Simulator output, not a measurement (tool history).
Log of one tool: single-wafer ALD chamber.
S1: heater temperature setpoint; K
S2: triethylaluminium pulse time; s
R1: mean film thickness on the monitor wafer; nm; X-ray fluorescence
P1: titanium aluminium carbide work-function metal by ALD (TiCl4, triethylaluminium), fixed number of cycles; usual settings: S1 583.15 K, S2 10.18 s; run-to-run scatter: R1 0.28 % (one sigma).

{"run": 1, "day": 0.404, "S1": 583.15, "S2": 10.18, "R1": 2.1199}
{"run": 2, "day": 1.079, "S1": 583.15, "S2": 10.18, "R1": 2.131}
{"run": 3, "day": 1.504, "S1": 561.15, "S2": 13.02, "R1": 1.9693}
{"day": 1.679, "done": "thermocouple changed; heater temperature recalibrated"}
{"day": 1.712, "done": "triethylaluminium bottle replaced"}
{"run": 4, "day": 1.833, "S1": 560.15, "S2": 10.18, "R1": 1.9175}
{"run": 5, "day": 2.271, "S1": 583.15, "S2": 10.18, "R1": 2.1291}
{"run": 6, "day": 2.642, "S1": 607.15, "S2": 10.18, "R1": 2.3389}
{"run": 7, "day": 2.975, "S1": 583.15, "S2": 3.71, "R1": 1.5773}
{"run": 8, "day": 3.458, "S1": 583.15, "S2": 10.18, "R1": 2.1162}
{"run": 9, "day": 4.108, "S1": 571.15, "S2": 7.54, "R1": 1.929}
{"run": 10, "day": 4.625, "S1": 583.15, "S2": 14.58, "R1": 2.1736}
{"run": 11, "day": 5.021, "S1": 583.15, "S2": 10.18, "R1": 2.1186}
{"run": 12, "day": 5.354, "S1": 583.15, "S2": 10.18, "R1": 2.1239}
{"run": 13, "day": 6.033, "S1": 583.15, "S2": 10.18, "R1": 2.1113}
{"run": 14, "day": 6.721, "S1": 583.15, "S2": 10.18, "R1": 2.1025}
{"run": 15, "day": 7.067, "S1": 583.15, "S2": 10.18, "R1": 2.0919}
{"run": 16, "day": 7.704, "S1": 583.15, "S2": 10.18, "R1": 2.0916}
{"run": 17, "day": 8.325, "S1": 583.15, "S2": 10.18, "R1": 2.0995}
{"run": 18, "day": 8.75, "S1": 583.15, "S2": 10.18, "R1": 2.0918}
{"run": 19, "day": 9.375, "S1": 583.15, "S2": 10.18, "R1": 2.0887}

The next listed run, before its measurement:
{"run": 20, "day": 9.871, "S1": 583.15, "S2": 10.18, "R1": "?"}

{"run 20": {"R1": 2.0956}}
